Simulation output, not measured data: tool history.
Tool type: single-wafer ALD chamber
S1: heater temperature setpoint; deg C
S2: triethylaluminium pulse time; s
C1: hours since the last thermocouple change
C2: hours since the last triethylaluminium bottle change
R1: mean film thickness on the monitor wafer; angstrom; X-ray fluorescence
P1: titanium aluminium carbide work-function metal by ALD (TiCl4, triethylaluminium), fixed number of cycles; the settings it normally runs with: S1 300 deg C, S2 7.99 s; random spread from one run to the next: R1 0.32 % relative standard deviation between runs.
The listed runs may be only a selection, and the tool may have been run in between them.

{"run": 1, "hour": 10.4, "S1": 300, "S2": 7.99, "C1": 1103.9, "C2": 272.5, "R1": 18.989}
{"run": 2, "hour": 17.4, "S1": 319, "S2": 3.11, "C1": 1110.9, "C2": 279.5, "R1": 14.441}
{"run": 3, "hour": 24.5, "S1": 300, "S2": 3.27, "C1": 1118.0, "C2": 286.6, "R1": 13.798}
{"run": 4, "hour": 36.0, "S1": 300, "S2": 7.99, "C1": 1129.5, "C2": 298.1, "R1": 19.105}
{"run": 5, "hour": 48.3, "S1": 323, "S2": 7.99, "C1": 1141.8, "C2": 310.4, "R1": 21.055}
{"run": 6, "hour": 59.4, "S1": 280, "S2": 12.68, "C1": 1152.9, "C2": 321.5, "R1": 18.332}
{"run": 7, "hour": 70.6, "S1": 300, "S2": 7.99, "C1": 1164.1, "C2": 332.7, "R1": 19.097}
{"run": 8, "hour": 78.9, "S1": 289, "S2": 10.56, "C1": 1172.4, "C2": 341.0, "R1": 18.922}
{"run": 9, "hour": 89.3, "S1": 300, "S2": 7.99, "C1": 1182.8, "C2": 351.4, "R1": 19.094}
{"hour": 94.9, "done": "triethylaluminium bottle replaced"}
{"run": 10, "hour": 95.9, "S1": 300, "S2": 7.99, "C1": 1189.4, "C2": 1.0, "R1": 19.143}
{"run": 11, "hour": 105.6, "S1": 300, "S2": 10.88, "C1": 1199.1, "C2": 10.7, "R1": 19.96}
{"run": 12, "hour": 117.5, "S1": 300, "S2": 7.99, "C1": 1211.0, "C2": 22.6, "R1": 18.957}
{"run": 13, "hour": 125.0, "S1": 278, "S2": 7.99, "C1": 1218.5, "C2": 30.1, "R1": 17.228}
{"run": 14, "hour": 136.6, "S1": 300, "S2": 7.99, "C1": 1230.1, "C2": 41.7, "R1": 19.103}
{"run": 15, "hour": 148.6, "S1": 300, "S2": 7.99, "C1": 1242.1, "C2": 53.7, "R1": 19.049}
{"run": 16, "hour": 162.3, "S1": 300, "S2": 7.99, "C1": 1255.8, "C2": 67.4, "R1": 18.869}
{"run": 17, "hour": 176.1, "S1": 300, "S2": 7.99, "C1": 1269.6, "C2": 81.2, "R1": 18.934}
{"run": 18, "hour": 187.4, "S1": 300, "S2": 7.99, "C1": 1280.9, "C2": 92.5, "R1": 18.946}
{"run": 19, "hour": 197.2, "S1": 300, "S2": 7.99, "C1": 1290.7, "C2": 102.3, "R1": 18.732}
{"run": 20, "hour": 211.3, "S1": 300, "S2": 7.99, "C1": 1304.8, "C2": 116.4, "R1": 18.852}
{"run": 21, "hour": 220.5, "S1": 300, "S2": 7.99, "C1": 1314.0, "C2": 125.6, "R1": 18.764}
{"run": 22, "hour": 229.1, "S1": 300, "S2": 7.99, "C1": 1322.6, "C2": 134.2, "R1": 18.876}
{"run": 23, "hour": 238.8, "S1": 300, "S2": 7.99, "C1": 1332.3, "C2": 143.9, "R1": 18.75}
{"run": 24, "hour": 248.2, "S1": 300, "S2": 7.99, "C1": 1341.7, "C2": 153.3, "R1": 18.917}
{"run": 25, "hour": 257.9, "S1": 300, "S2": 7.99, "C1": 1351.4, "C2": 163.0, "R1": 18.757}

What P1 gives has crept away from where it was. These 2 causes fit the log equally well, each at the size given:
A: wafer temperature below the value expected at the setpoint (K) = 3.71
B: triethylaluminium dose below that of a fresh bottle (%) = 7.72
The creep began at about hour 136.6.

Each of the check runs listed below is run on 2 wafers and reports their average, with the results left as question marks. Pick the one under which the possible causes would lead to clearly different results.
{"run": "check 1", "hour": 267.6, "S1": 323, "S2": 7.99, "R1": "?"}
{"run": "check 2", "hour": 267.6, "S1": 300, "S2": 4.19, "R1": "?"}
{"run": "check 3", "hour": 267.6, "S1": 311, "S2": 7.99, "R1": "?"}
{"run": "check 4", "hour": 267.6, "S1": 323, "S2": 10.02, "R1": "?"}

Expected result of each check under each candidate cause:
check=check_1 result=R1 if_A=20.716 if_B=20.691
check=check_2 result=R1 if_A=15.339 if_B=15.022
check=check_3 result=R1 if_A=19.710 if_B=19.698
check=check_4 result=R1 if_A=21.425 if_B=21.531
Minimum pairwise separation of causes per check, each pair taken at its best-separating result: check 1 0.12 %; check 2 2.09 %; check 3 0.06 %; check 4 0.5 %
Check 2 distinguishes between the causes, while the remaining checks would return nearly the same result for all of them.

Check 2 was then run and gave: R1 15.057 angstrom. Which cause is it?

B is the cause: triethylaluminium dose below that of a fresh bottle (%).
